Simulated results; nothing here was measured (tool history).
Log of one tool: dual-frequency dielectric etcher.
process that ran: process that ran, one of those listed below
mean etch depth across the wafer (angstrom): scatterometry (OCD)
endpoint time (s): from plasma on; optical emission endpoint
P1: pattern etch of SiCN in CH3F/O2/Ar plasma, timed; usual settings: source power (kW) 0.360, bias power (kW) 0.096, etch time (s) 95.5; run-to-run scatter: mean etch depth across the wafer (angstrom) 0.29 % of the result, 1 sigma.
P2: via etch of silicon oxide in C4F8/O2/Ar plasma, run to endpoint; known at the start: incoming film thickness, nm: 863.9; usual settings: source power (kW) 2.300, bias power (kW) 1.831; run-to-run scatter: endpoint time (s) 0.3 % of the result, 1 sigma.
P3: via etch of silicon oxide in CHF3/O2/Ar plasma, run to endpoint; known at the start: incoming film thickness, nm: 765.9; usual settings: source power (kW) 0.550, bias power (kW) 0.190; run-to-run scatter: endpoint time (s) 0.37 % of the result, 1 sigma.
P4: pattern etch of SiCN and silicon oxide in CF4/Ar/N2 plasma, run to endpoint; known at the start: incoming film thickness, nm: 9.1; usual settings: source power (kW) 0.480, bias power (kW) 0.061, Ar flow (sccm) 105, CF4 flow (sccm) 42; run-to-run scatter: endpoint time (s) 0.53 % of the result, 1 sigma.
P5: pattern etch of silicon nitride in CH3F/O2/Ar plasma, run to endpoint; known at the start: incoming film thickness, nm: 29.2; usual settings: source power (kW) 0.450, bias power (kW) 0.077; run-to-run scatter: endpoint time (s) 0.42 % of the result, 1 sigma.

run	hour	process that ran	source power (kW)	bias power (kW)	etch time (s)	Ar flow (sccm)	CF4 flow (sccm)	mean etch depth across the wafer (angstrom)	endpoint time (s)
1	6.8	P1	0.360	0.096	95.5			390.55	
2	16.4	P4	0.480	0.061		105	42		11.6290
3	25.0	P3	0.550	0.190					392.8700
4	32.6	P3	0.550	0.190					396.1700
5	43.8	P5	0.450	0.100					36.3970
6	51.8	P1	0.360	0.096	95.5			388.84	
7	60.0	P1	0.230	0.126	95.5			368.07	
8	65.5	P1	0.500	0.096	95.5			441.27	
9	72.1	P4	0.480	0.038		105	42		13.6320
10	80.8	P1	0.500	0.096	135.0			621.92	
11	87.7	P3	0.550	0.265					351.8900
12	95.4	P2	1.710	1.831					184.0500
13	102.0	P5	0.280	0.077					47.8450
14	114.2	P1	0.360	0.096	95.5			391.26	
15	120.8	P5	0.450	0.077					39.9140
16	132.7	P1	0.360	0.096	135.0			551.68	
17	144.3	P4	0.610	0.061		105	42		9.4781
18	153.8	P3	0.340	0.190					474.2300
19	159.3	P1	0.230	0.096	95.5			331.54	
20	169.9	P4	0.480	0.061		105	42		11.6920
21	179.4	P1	0.360	0.061	95.5			331.40	
22	186.1	P1	0.360	0.096	95.5			391.75	
23	195.8	P1	0.360	0.096	69.5			285.73	
24	204.9	P4	0.480	0.061		105	26		12.6770
25	211.9	P2	2.300	2.583					149.0600
26	219.4	P1	0.360	0.133	95.5			443.99	
27	230.2	P4	0.480	0.061		146	42		12.4290

Run 28 comes next. What will it give?
28	239.2	P2	2.300	1.831					?

endpoint time (s): 163.4100

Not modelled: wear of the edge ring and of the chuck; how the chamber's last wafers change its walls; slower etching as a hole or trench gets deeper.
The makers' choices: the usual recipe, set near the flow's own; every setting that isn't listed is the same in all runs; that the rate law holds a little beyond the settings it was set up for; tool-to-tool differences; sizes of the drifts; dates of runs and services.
